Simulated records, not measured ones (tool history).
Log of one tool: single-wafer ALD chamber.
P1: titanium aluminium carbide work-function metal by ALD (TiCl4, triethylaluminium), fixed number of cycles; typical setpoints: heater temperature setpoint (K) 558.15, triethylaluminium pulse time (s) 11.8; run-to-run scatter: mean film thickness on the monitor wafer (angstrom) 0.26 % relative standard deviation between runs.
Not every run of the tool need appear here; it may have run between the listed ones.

run,hour,heater temperature setpoint (K),triethylaluminium pulse time (s),mean film thickness on the monitor wafer (angstrom)
1,16.6,558.15,11.8,19.331
2,30.5,558.15,4.02,14.729
3,41.8,582.15,11.8,21.503
4,53.9,575.15,19,21.232
5,68.7,558.15,11.8,19.382
6,85,548.15,5.23,15.711
# hour 86.1: thermocouple changed; heater temperature recalibrated
7,101.1,544.15,7.72,17.132
8,112.5,558.15,11.8,19.462
9,127,538.15,11.8,17.629
10,135.1,558.15,15.57,19.6
11,145.8,558.15,11.8,19.335
12,159.4,558.15,11.8,19.348
13,171.8,558.15,11.8,19.293
14,184.1,558.15,11.8,19.174
15,200.9,558.15,11.8,19.114
16,209.9,558.15,11.8,19.132
17,221.6,558.15,11.8,19.064
18,230.8,558.15,11.8,18.999
19,243.9,558.15,11.8,18.968
20,259.8,558.15,11.8,19.02
21,271.4,558.15,11.8,18.997

What P1 gives has crept off from where it sat before. The 2 causes that follow fit the log equally well, each at the size noted:
A: triethylaluminium dose below that of a fresh bottle (%) = 18.3
B: wafer temperature below the value expected at the setpoint (K) = 4.2
The creep began at about hour 159.4.

The check runs listed below each take one wafer, and their results are still question marks. Under which run would the listed causes lead to clearly different results?
check 1,283,547.15,11.8,?
check 2,283,566.15,11.8,?
check 3,283,539.15,4.27,?
check 4,283,580.15,11.8,?

What each check would give under each cause:
check,result,if A,if B
check 1,mean film thickness on the monitor wafer (angstrom),18.06,18.047
check 2,mean film thickness on the monitor wafer (angstrom),19.713,19.724
check 3,mean film thickness on the monitor wafer (angstrom),12.611,13.604
check 4,mean film thickness on the monitor wafer (angstrom),20.949,20.98
Per-check spread between the two closest causes, in the result where they differ most: check 1 0.08 %; check 2 0.06 %; check 3 7.58 %; check 4 0.15 %
Check 3 distinguishes between the causes, while the remaining checks would return nearly the same result for all of them.

After running check 3, the following was obtained: mean film thickness on the monitor wafer (angstrom) 13.624. Which cause does this point to?

Of the candidate causes, it is B: wafer temperature below the value expected at the setpoint (K).
